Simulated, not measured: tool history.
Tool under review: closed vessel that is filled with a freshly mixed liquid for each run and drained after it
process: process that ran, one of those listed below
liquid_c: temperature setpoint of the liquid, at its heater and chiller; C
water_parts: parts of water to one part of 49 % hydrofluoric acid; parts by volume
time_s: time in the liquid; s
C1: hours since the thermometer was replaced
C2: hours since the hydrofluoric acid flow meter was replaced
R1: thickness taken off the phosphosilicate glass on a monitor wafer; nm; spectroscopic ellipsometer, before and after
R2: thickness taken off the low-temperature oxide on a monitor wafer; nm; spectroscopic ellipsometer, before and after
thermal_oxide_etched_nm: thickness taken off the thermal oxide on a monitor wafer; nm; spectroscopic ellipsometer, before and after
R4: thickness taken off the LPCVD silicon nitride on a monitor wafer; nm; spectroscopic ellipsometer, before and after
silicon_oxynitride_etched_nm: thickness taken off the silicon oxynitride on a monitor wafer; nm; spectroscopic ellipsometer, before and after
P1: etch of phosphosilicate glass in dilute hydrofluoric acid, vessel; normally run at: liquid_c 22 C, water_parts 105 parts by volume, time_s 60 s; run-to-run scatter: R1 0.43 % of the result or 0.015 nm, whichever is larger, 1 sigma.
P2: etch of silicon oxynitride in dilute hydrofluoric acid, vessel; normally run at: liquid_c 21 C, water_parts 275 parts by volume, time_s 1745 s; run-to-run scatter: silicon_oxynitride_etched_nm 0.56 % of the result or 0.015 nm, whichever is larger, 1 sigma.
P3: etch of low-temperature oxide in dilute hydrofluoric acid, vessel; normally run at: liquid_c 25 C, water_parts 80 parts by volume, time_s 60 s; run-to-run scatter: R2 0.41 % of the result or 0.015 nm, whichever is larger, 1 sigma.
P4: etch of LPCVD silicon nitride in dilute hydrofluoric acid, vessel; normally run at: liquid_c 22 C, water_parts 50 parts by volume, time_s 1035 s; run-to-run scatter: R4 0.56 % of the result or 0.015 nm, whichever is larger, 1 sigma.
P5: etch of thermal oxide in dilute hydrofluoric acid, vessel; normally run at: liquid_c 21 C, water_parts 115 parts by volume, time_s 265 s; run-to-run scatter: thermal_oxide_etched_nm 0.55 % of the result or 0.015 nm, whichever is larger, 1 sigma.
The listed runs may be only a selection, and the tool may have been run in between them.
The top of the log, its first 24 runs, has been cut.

{"run": 25, "day": 4.442, "process": "P1", "liquid_c": 22, "water_parts": 105, "time_s": 60, "C1": 1536.9, "C2": 415.2, "R1": 47.831}
{"run": 26, "day": 4.692, "process": "P1", "liquid_c": 22, "water_parts": 105, "time_s": 60, "C1": 1542.9, "C2": 421.2, "R1": 47.715}
{"run": 27, "day": 4.908, "process": "P1", "liquid_c": 22, "water_parts": 185, "time_s": 60, "C1": 1548.1, "C2": 426.4, "R1": 24.781}
{"run": 28, "day": 5.142, "process": "P1", "liquid_c": 17, "water_parts": 105, "time_s": 60, "C1": 1553.7, "C2": 432, "R1": 38.788}
{"run": 29, "day": 5.367, "process": "P1", "liquid_c": 22, "water_parts": 105, "time_s": 60, "C1": 1559.1, "C2": 437.4, "R1": 47.515}
{"run": 30, "day": 5.6, "process": "P1", "liquid_c": 22, "water_parts": 105, "time_s": 60, "C1": 1564.7, "C2": 443, "R1": 47.831}
{"run": 31, "day": 5.771, "process": "P1", "liquid_c": 22, "water_parts": 105, "time_s": 60, "C1": 1568.8, "C2": 447.1, "R1": 50.142}
{"run": 32, "day": 5.892, "process": "P1", "liquid_c": 22, "water_parts": 105, "time_s": 60, "C1": 1571.7, "C2": 450, "R1": 50.405}

What does the tool deliver on the next run?
{"run": 33, "day": 6.012, "process": "P1", "liquid_c": 22, "water_parts": 105, "time_s": 60, "C1": 1574.6, "C2": 452.9, "R1": "?"}

{"run 33": {"R1": 50.955}}

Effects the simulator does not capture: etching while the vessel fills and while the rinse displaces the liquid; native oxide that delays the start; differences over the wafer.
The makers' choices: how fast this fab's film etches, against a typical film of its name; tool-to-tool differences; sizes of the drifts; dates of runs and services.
